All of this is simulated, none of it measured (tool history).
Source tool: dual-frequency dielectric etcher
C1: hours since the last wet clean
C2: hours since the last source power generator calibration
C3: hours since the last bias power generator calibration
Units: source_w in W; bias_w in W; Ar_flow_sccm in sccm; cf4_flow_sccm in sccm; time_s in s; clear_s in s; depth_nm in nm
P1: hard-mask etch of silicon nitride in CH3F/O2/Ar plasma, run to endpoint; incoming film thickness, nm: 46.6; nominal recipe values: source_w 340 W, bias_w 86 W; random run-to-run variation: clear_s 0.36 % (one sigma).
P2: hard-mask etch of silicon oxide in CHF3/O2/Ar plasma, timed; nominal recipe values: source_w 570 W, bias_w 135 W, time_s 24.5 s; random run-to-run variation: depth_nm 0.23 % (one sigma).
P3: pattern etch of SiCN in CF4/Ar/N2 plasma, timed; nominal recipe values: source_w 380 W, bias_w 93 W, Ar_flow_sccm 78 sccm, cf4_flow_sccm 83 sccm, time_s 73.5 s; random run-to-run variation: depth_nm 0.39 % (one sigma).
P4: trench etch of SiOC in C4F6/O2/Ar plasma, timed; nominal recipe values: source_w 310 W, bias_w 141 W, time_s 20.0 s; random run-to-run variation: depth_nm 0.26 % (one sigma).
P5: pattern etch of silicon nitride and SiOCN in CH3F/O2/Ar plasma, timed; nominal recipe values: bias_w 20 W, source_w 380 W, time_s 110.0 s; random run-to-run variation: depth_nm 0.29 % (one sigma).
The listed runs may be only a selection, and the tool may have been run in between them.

Run 1, hour 6.2: process P1, source_w 340 W, bias_w 86 W; C1 163.6; C2 558.5; C3 1252.0. Result: clear_s 66.732 s.
Run 2, hour 15.9: process P3, source_w 380 W, bias_w 93 W, Ar_flow_sccm 58 sccm, cf4_flow_sccm 83 sccm, time_s 73.5 s; C1 173.3; C2 568.2; C3 1261.7. Result: depth_nm 65.138 nm.
Run 3, hour 21.1: process P3, source_w 260 W, bias_w 93 W, Ar_flow_sccm 78 sccm, cf4_flow_sccm 83 sccm, time_s 73.5 s; C1 178.5; C2 573.4; C3 1266.9. Result: depth_nm 45.310 nm.
Run 4, hour 25.7: process P1, source_w 340 W, bias_w 54 W; C1 183.1; C2 578.0; C3 1271.5. Result: clear_s 79.006 s.
Run 5, hour 30.9: process P1, source_w 340 W, bias_w 86 W; C1 188.3; C2 583.2; C3 1276.7. Result: clear_s 66.906 s.
Run 6, hour 40.8: process P2, source_w 570 W, bias_w 135 W, time_s 14.5 s; C1 198.2; C2 593.1; C3 1286.6. Result: depth_nm 26.136 nm.
Run 7, hour 49.1: process P3, source_w 380 W, bias_w 57 W, Ar_flow_sccm 78 sccm, cf4_flow_sccm 83 sccm, time_s 73.5 s; C1 206.5; C2 601.4; C3 1294.9. Result: depth_nm 53.492 nm.
Run 8, hour 54.7: process P5, source_w 380 W, bias_w 12 W, time_s 110.0 s; C1 212.1; C2 607.0; C3 1300.5. Result: depth_nm 11.059 nm.
At hour 57.1: wet clean of the chamber.
Run 9, hour 61.5: process P1, source_w 340 W, bias_w 86 W; C1 4.5; C2 613.8; C3 1307.3. Result: clear_s 66.361 s.
Run 10, hour 68.5: process P4, source_w 310 W, bias_w 141 W, time_s 11.0 s; C1 11.5; C2 620.8; C3 1314.3. Result: depth_nm 19.516 nm.
Run 11, hour 73.9: process P5, source_w 240 W, bias_w 20 W, time_s 110.0 s; C1 16.9; C2 626.2; C3 1319.7. Result: depth_nm 11.522 nm.
Run 12, hour 82.0: process P5, source_w 380 W, bias_w 20 W, time_s 110.0 s; C1 25.0; C2 634.3; C3 1327.8. Result: depth_nm 13.449 nm.
Run 13, hour 87.7: process P2, source_w 570 W, bias_w 135 W, time_s 24.5 s; C1 30.7; C2 640.0; C3 1333.5. Result: depth_nm 44.353 nm.
Run 14, hour 93.7: process P4, source_w 250 W, bias_w 141 W, time_s 20.0 s; C1 36.7; C2 646.0; C3 1339.5. Result: depth_nm 32.565 nm.
Run 15, hour 98.1: process P3, source_w 380 W, bias_w 93 W, Ar_flow_sccm 78 sccm, cf4_flow_sccm 100 sccm, time_s 73.5 s; C1 41.1; C2 650.4; C3 1343.9. Result: depth_nm 64.640 nm.
Run 16, hour 103.0: process P1, source_w 250 W, bias_w 86 W; C1 46.0; C2 655.3; C3 1348.8. Result: clear_s 75.457 s.
Run 17, hour 109.2: process P5, source_w 380 W, bias_w 20 W, time_s 110.0 s; C1 52.2; C2 661.5; C3 1355.0. Result: depth_nm 13.525 nm.
Run 18, hour 117.3: process P3, source_w 380 W, bias_w 93 W, Ar_flow_sccm 78 sccm, cf4_flow_sccm 83 sccm, time_s 73.5 s; C1 60.3; C2 669.6; C3 1363.1. Result: depth_nm 63.214 nm.
Run 19, hour 125.9: process P4, source_w 310 W, bias_w 194 W, time_s 20.0 s; C1 68.9; C2 678.2; C3 1371.7. Result: depth_nm 39.159 nm.
Run 20, hour 134.7: process P4, source_w 310 W, bias_w 141 W, time_s 20.0 s; C1 77.7; C2 687.0; C3 1380.5. Result: depth_nm 35.418 nm.
Run 21, hour 143.5: process P5, source_w 380 W, bias_w 20 W, time_s 161.0 s; C1 86.5; C2 695.8; C3 1389.3. Result: depth_nm 19.810 nm.
Run 22, hour 148.4: process P1, source_w 340 W, bias_w 86 W; C1 91.4; C2 700.7; C3 1394.2. Result: clear_s 66.713 s.
Run 23, hour 155.6: process P1, source_w 340 W, bias_w 106 W; C1 98.6; C2 707.9; C3 1401.4. Result: clear_s 62.121 s.
Run 24, hour 160.9: process P3, source_w 380 W, bias_w 93 W, Ar_flow_sccm 78 sccm, cf4_flow_sccm 83 sccm, time_s 102.5 s; C1 103.9; C2 713.2; C3 1406.7. Result: depth_nm 87.685 nm.
Run 25, hour 169.7: process P2, source_w 570 W, bias_w 189 W, time_s 24.5 s; C1 112.7; C2 722.0; C3 1415.5. Result: depth_nm 49.275 nm.
Run 26, hour 176.2: process P1, source_w 260 W, bias_w 64 W; C1 119.2; C2 728.5; C3 1422.0. Result: clear_s 81.456 s.
Run 27, hour 185.9: process P4, source_w 310 W, bias_w 141 W, time_s 20.0 s; C1 128.9; C2 738.2; C3 1431.7. Result: depth_nm 35.406 nm.
Run 28, hour 193.0: process P2, source_w 570 W, bias_w 135 W, time_s 24.5 s; C1 136.0; C2 745.3; C3 1438.8. Result: depth_nm 44.121 nm.
Run 29, hour 201.5: process P2, source_w 700 W, bias_w 135 W, time_s 24.5 s; C1 144.5; C2 753.8; C3 1447.3. Result: depth_nm 47.797 nm.
Run 30, hour 206.1: process P1, source_w 460 W, bias_w 86 W; C1 149.1; C2 758.4; C3 1451.9. Result: clear_s 59.930 s.
Run 31, hour 212.9: process P1, source_w 340 W, bias_w 86 W; C1 155.9; C2 765.2; C3 1458.7. Result: clear_s 66.850 s.
Run 32, hour 217.7: process P1, source_w 340 W, bias_w 86 W; C1 160.7; C2 770.0; C3 1463.5. Result: clear_s 67.206 s.
Run 33, hour 226.3: process P1, source_w 340 W, bias_w 86 W; C1 169.3; C2 778.6; C3 1472.1. Result: clear_s 67.149 s.
Run 34, hour 236.1: process P1, source_w 340 W, bias_w 86 W; C1 179.1; C2 788.4; C3 1481.9. Result: clear_s 67.279 s.
Run 35, hour 242.4: process P1, source_w 340 W, bias_w 86 W; C1 185.4; C2 794.7; C3 1488.2. Result: clear_s 68.065 s.
Run 36, hour 252.5: process P1, source_w 340 W, bias_w 86 W; C1 195.5; C2 804.8; C3 1498.3. Result: clear_s 67.595 s.
At hour 253.5: wet clean of the chamber.
Run 37, hour 259.9: process P1, source_w 340 W, bias_w 86 W; C1 6.5; C2 812.2; C3 1505.7. Result: clear_s 67.371 s.
Run 38, hour 267.9: process P1, source_w 340 W, bias_w 86 W; C1 14.5; C2 820.2; C3 1513.7. Result: clear_s 68.141 s.
Run 39, hour 275.1: process P1, source_w 340 W, bias_w 86 W; C1 21.7; C2 827.4; C3 1520.9. Result: clear_s 67.802 s.
Run 40, hour 279.9: process P1, source_w 340 W, bias_w 86 W; C1 26.5; C2 832.2; C3 1525.7. Result: clear_s 68.100 s.

P1 has crept away from where it was. The log is fitted equally well by each of these 2 causes, at the sizes shown:
A: source power that arrives under what is set, % = 4.71
B: bias power that arrives under what is set, % = 4.91
Onset of the creep was near hour 212.9.
Each remaining cause and why it is not a fit:
chamber walls in a state that lowers the etch rate, %: its service at hour 253.5 followed the start of the drift and did not put the process back to its old value

Each of the check runs listed below is run on 2 wafers and reports their average, with the results left as question marks. Pick the one under which the possible causes would lead to clearly different results.
Run check 1, hour 284.7: process P3, source_w 380 W, bias_w 93 W, Ar_flow_sccm 78 sccm, cf4_flow_sccm 83 sccm, time_s 87.5 s. Result: depth_nm ?.
Run check 2, hour 284.7: process P5, source_w 270 W, bias_w 13 W, time_s 110.0 s. Result: depth_nm ?.
Run check 3, hour 284.7: process P2, source_w 570 W, bias_w 156 W, time_s 24.5 s. Result: depth_nm ?.
Run check 4, hour 284.7: process P4, source_w 310 W, bias_w 141 W, time_s 11.0 s. Result: depth_nm ?.

What every check run would give for each of its results, assuming each possible cause in turn:
  check    result     if A     if B
check 1  depth_nm  72.2250  74.0430
check 2  depth_nm   9.8281   9.8000
check 3  depth_nm  45.4190  45.5180
check 4  depth_nm  19.1740  19.2440
Per check, the gap between the least separated pair of causes, taken in the result that splits them most: check 1 2.49 %; check 2 0.29 %; check 3 0.22 %; check 4 0.36 %
The causes can be told apart only by check 1. The other checks would give nearly the same results under each of them.

Check 1 has now been run. It gave: depth_nm 74.3420 nm. Which of the candidate causes is it?

The correct cause is B, namely: bias power that arrives under what is set, %.
